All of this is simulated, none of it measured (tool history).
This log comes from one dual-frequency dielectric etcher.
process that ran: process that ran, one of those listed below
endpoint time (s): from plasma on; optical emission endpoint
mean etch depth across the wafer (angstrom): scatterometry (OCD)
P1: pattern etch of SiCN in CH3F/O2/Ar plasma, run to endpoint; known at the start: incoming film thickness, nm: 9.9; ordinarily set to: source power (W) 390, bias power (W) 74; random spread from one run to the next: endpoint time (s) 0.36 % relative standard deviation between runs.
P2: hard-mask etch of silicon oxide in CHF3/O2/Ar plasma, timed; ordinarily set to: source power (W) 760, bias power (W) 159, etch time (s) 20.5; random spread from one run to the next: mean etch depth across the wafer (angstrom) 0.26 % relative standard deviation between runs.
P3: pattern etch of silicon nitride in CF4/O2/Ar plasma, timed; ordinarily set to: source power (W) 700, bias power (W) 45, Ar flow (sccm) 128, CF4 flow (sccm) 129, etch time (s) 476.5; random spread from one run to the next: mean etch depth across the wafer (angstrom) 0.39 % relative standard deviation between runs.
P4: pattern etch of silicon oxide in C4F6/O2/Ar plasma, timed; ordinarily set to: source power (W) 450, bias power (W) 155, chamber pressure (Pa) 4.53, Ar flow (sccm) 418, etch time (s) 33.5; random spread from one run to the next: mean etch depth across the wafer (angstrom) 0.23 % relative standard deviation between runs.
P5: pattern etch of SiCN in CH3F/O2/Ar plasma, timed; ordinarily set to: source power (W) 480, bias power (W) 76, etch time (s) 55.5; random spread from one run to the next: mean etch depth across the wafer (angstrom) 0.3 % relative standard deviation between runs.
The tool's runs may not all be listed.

run   hour  process that ran  source power (W)  bias power (W)  etch time (s)  Ar flow (sccm)  CF4 flow (sccm)  chamber pressure (Pa)  hours since the last wet clean  hours since the last source power generator calibration  hours since the last bias power generator calibration  endpoint time (s)  mean etch depth across the wafer (angstrom)
  1    9.7                P1               390              74                                                                                                  151.8                                                    510.0                                                 1433.5             26.805
  2   22.9                P5               480              76           79.5                                                                                   165.0                                                    523.2                                                 1446.7                                                          324.96
  3   36.0                P2               590             159           20.5                                                                                   178.1                                                    536.3                                                 1459.8                                                          393.81
  4   45.9                P2               760             159           20.5                                                                                   188.0                                                    546.2                                                 1469.7                                                          434.21
  5   64.7                P3               700              45          476.5              99              129                                                  206.8                                                    565.0                                                 1488.5                                                        12056.00
  6   73.5                P3               700              45          476.5             128              181                                                  215.6                                                    573.8                                                 1497.3                                                        12236.00
  7   82.3                P4               450             155           33.5             418                                    4.53                           224.4                                                    582.6                                                 1506.1                                                          988.71
  8  101.3                P3               700              45          262.0             128              129                                                  243.4                                                    601.6                                                 1525.1                                                         6417.40
  9  115.5                P1               390              74                                                                                                  257.6                                                    615.8                                                 1539.3             26.780
 10  130.3                P4               620             155           33.5             418                                    4.53                           272.4                                                    630.6                                                 1554.1                                                         1116.90
 11  141.9                P2               760             159           26.5                                                                                   284.0                                                    642.2                                                 1565.7                                                          563.97
 12  160.5                P4               450             155           33.5             418                                    5.67                           302.6                                                    660.8                                                 1584.3                                                          961.69
 13  176.6                P5               310              76           55.5                                                                                   318.7                                                    676.9                                                 1600.4                                                          193.26
 14  195.1                P5               480              76           55.5                                                                                   337.2                                                    695.4                                                 1618.9                                                          227.39
 15  209.7                P3               940              45          476.5             128              129                                                  351.8                                                    710.0                                                 1633.5                                                        15140.00
 16  221.7                P3               700              45          476.5             128              129                                                  363.8                                                    722.0                                                 1645.5                                                        11642.00
 17  231.7                P2               760             216           20.5                                                                                   373.8                                                    732.0                                                 1655.5                                                          480.06
 18  246.1                P1               390              74                                                                                                  388.2                                                    746.4                                                 1669.9             26.827
 19  260.3                P4               450             155           18.5             418                                    4.53                           402.4                                                    760.6                                                 1684.1                                                          543.03
 20  274.7                P1               530              74                                                                                                  416.8                                                    775.0                                                 1698.5             23.987
 21  289.3                P1               390             104                                                                                                  431.4                                                    789.6                                                 1713.1             23.803
 22  306.8                P4               450             112           33.5             418                                    4.53                           448.9                                                    807.1                                                 1730.6                                                          894.50
 23  319.0                P1               300              74                                                                                                  461.1                                                    819.3                                                 1742.8             29.809
 24  335.0                P1               390              56                                                                                                  477.1                                                    835.3                                                 1758.8             29.517
 25  350.9                P1               390              74                                                                                                  493.0                                                    851.2                                                 1774.7             26.822
 26  367.0                P1               310              86                                                                                                  509.1                                                    867.3                                                 1790.8             27.683
 27  379.2                P1               390              74                                                                                                  521.3                                                    879.5                                                 1803.0             26.887
 28  396.7                P5               480             105           55.5                                                                                   538.8                                                    897.0                                                 1820.5                                                          254.77
 29  415.7                P3               700              30          476.5             128              129                                                  557.8                                                    916.0                                                 1839.5                                                        10111.00
 30  430.4                P4               450             155           33.5             295                                    4.53                           572.5                                                    930.7                                                 1854.2                                                         1029.40
 31  442.3                P1               390              74                                                                                                  584.4                                                    942.6                                                 1866.1             26.681
 32  459.7                P1               390              74                                                                                                  601.8                                                    960.0                                                 1883.5             27.053
 33  471.7                P1               390              74                                                                                                  613.8                                                    972.0                                                 1895.5             26.837
 34  487.4                P1               390              74                                                                                                  629.5                                                    987.7                                                 1911.2             27.062
 35  496.0                P1               390              74                                                                                                  638.1                                                    996.3                                                 1919.8             27.193
     504.1  -- wet clean of the chamber
 36  514.6                P1               390              74                                                                                                   10.6                                                   1014.9                                                 1938.4             27.395
 37  529.8                P1               390              74                                                                                                   25.8                                                   1030.1                                                 1953.6             27.199
 38  539.4                P1               390              74                                                                                                   35.4                                                   1039.7                                                 1963.2             27.393
 39  557.5                P1               390              74                                                                                                   53.5                                                   1057.8                                                 1981.3             27.492

The log shows P1 creeping away from where it was. Any of the 2 causes listed here, at the size stated for it, fits the log just as well as the others:
A: source power that arrives under what is set, % = 4.72
B: bias power that arrives under what is set, % = 4.99
At approximately hour 471.7, the process output began to creep.
Other possible causes, and why each is ruled out:
chamber walls in a state that lowers the etch rate, %: serviced after onset, at hour 504.1, with no recovery of the prior output

Consider the 4 check runs below, whose results appear as question marks and each of which averages 2 wafers. Which one distinguishes the causes, in that each cause would give it a clearly different result?
check 1  575.6                P2               760             204           20.5                                                                                                                                                                                                                                                                       ?
check 2  575.6                P5               390              93           55.5                                                                                                                                                                                                                                                                       ?
check 3  575.6                P3               700              45          349.0             128              129                                                                                                                                                                                                                                      ?
check 4  575.6                P4               560             155           22.5             418                                    4.53                                                                                                                                                                                                               ?

If the cause were each of the candidates in turn, the checks would give the following:
  check                                       result     if A     if B
check 1  mean etch depth across the wafer (angstrom)   463.64   464.18
check 2  mean etch depth across the wafer (angstrom)   222.34   222.09
check 3  mean etch depth across the wafer (angstrom)  8180.70  8381.90
check 4  mean etch depth across the wafer (angstrom)   709.33   712.20
Minimum pairwise separation of causes per check, each pair taken at its best-separating result: check 1 0.12 %; check 2 0.11 %; check 3 2.43 %; check 4 0.4 %
Only check 3 tells the causes apart: in the others they would give nearly the same result.

Check 3 has now been run. It gave: mean etch depth across the wafer (angstrom) 8177.70. Which of the candidate causes is it?

A is the cause: source power that arrives under what is set, %.
